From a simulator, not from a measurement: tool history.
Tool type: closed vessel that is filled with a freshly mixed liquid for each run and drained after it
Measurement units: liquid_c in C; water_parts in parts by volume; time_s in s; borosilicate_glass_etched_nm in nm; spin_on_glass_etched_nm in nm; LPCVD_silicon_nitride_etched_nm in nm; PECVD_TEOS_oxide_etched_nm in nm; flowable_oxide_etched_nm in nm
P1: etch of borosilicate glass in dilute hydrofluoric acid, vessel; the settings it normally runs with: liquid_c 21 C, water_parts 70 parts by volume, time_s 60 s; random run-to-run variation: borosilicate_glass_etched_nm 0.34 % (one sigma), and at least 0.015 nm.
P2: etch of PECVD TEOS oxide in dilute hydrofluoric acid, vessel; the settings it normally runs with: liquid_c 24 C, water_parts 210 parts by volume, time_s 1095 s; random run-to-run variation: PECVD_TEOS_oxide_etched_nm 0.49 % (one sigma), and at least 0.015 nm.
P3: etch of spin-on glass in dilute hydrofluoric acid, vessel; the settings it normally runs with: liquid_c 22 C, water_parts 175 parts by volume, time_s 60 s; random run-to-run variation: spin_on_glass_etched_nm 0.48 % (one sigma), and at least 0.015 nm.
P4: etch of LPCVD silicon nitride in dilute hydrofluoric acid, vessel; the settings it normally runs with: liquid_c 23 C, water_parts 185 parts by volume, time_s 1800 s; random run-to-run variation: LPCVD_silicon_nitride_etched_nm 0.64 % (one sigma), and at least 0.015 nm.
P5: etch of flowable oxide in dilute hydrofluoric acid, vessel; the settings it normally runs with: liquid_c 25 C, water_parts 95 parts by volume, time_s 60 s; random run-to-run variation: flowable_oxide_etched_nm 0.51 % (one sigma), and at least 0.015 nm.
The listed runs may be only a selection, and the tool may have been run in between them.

run,hour,process,liquid_c,water_parts,time_s,hours since the thermometer was replaced,hours since the hydrofluoric acid flow meter was replaced,borosilicate_glass_etched_nm,spin_on_glass_etched_nm,LPCVD_silicon_nitride_etched_nm,PECVD_TEOS_oxide_etched_nm,flowable_oxide_etched_nm
1,4.2,P1,21,70,60,877.5,277.1,12.956,,,,
2,10.7,P3,22,175,30,884,283.6,,9.296,,,
3,16,P4,23,185,1800,889.3,288.9,,,4.185,,
4,22.8,P2,24,210,1665,896.1,295.7,,,,63.627,
5,29,P1,21,70,60,902.3,301.9,12.896,,,,
6,35.8,P1,21,70,60,909.1,308.7,12.965,,,,
7,40.8,P3,22,175,60,914.1,313.7,,18.752,,,
8,46,P4,17.5,185,1800,919.3,318.9,,,2.8785,,
9,51.7,P2,24,90,1095,925,324.6,,,,111.83,
10,58.2,P4,23,40,1800,931.5,331.1,,,18.86,,
11,65.5,P1,21,70,60,938.8,338.4,13.027,,,,
12,71,P5,33,95,60,944.3,343.9,,,,,32.304
13,76.8,P3,22,30,60,950.1,349.7,,129.87,,,
14,84.8,P1,21,70,115,958.1,357.7,24.738,,,,
15,92.7,P1,21,70,60,966,365.6,12.991,,,,
16,98.2,P2,24,210,1095,971.5,371.1,,,,41.373,
17,103.2,P1,24.5,70,35,976.5,376.1,8.7048,,,,
18,111.6,P5,25,135,60,984.9,384.5,,,,,16.007
19,115.3,P1,21,115,100,988.6,388.2,12.574,,,,
20,120.7,P1,21,70,30,994,393.6,6.5307,,,,
21,128.2,P4,23,185,500,1001.5,401.1,,,1.1594,,
22,136.5,P1,17,70,60,1009.8,409.4,10.912,,,,
23,140.7,P3,22,175,60,1014,413.6,,18.744,,,
24,146.3,P5,25,95,60,1019.6,419.2,,,,,23.882
25,153.1,P5,25,95,95,1026.4,426,,,,,37.373
26,158.8,P1,21,105,60,1032.1,431.7,8.3061,,,,
27,165,P1,21,95,30,1038.3,437.9,4.6357,,,,
28,173,P1,21,30,60,1046.3,445.9,31.77,,,,
29,176.8,P1,21,70,60,1050.1,449.7,12.89,,,,
30,184.9,P1,26,70,60,1058.2,457.8,15.937,,,,
31,188.7,P3,28.5,175,60,1062,461.6,,23.911,,,
32,193.7,P2,17,210,1095,1067,466.6,,,,31.651,
33,198.7,P1,21,70,60,1072,471.6,12.993,,,,
34,206.4,P1,21,70,60,1079.7,479.3,13.365,,,,
35,212.4,P1,21,70,60,1085.7,485.3,13.57,,,,
36,218.8,P1,21,70,60,1092.1,491.7,13.557,,,,
37,222.9,P1,21,70,60,1096.2,495.8,13.812,,,,
38,229.2,P1,21,70,60,1102.5,502.1,13.774,,,,
39,234.8,P1,21,70,60,1108.1,507.7,13.802,,,,
40,243,P1,21,70,60,1116.3,515.9,13.884,,,,
41,250.9,P1,21,70,60,1124.2,523.8,13.866,,,,
42,256.2,P1,21,70,60,1129.5,529.1,13.934,,,,

The output of P1 has drifted from where it used to be. Each of the 2 causes below, taken at the size shown beside it, accounts for the log equally well:
A: hydrofluoric acid flow above the setpoint (%) = 6.23
B: liquid hotter than its thermometer reads (K) = 1.59
The creep began at about hour 198.7.

Which of the 4 check runs listed below separates the causes, so that each cause would produce a clearly different result? Each run uses one wafer, and its results are marked with question marks.
check 1,261.5,P5,28,95,60,,,,,,,?
check 2,261.5,P4,19.5,45,1800,,,,,?,,
check 3,261.5,P2,17,210,1095,,,,,,?,
check 4,261.5,P3,22,75,35,,,,?,,,

How each check would come out, cause by cause:
check,result,if A,if B
check 1,flowable_oxide_etched_nm,28.56,28.347
check 2,LPCVD_silicon_nitride_etched_nm,13.901,14.641
check 3,PECVD_TEOS_oxide_etched_nm,34.08,33.769
check 4,spin_on_glass_etched_nm,30.384,30.353
Distance between the nearest two causes, measured in the result of the check that separates them most: check 1 0.75 %; check 2 5.18 %; check 3 0.92 %; check 4 0.1 %
Check 2 distinguishes between the causes, while the remaining checks would return nearly the same result for all of them.

Then check 2 was run and gave: LPCVD_silicon_nitride_etched_nm 14.589 nm. Which cause is it?

Of the candidate causes, it is B: liquid hotter than its thermometer reads (K).
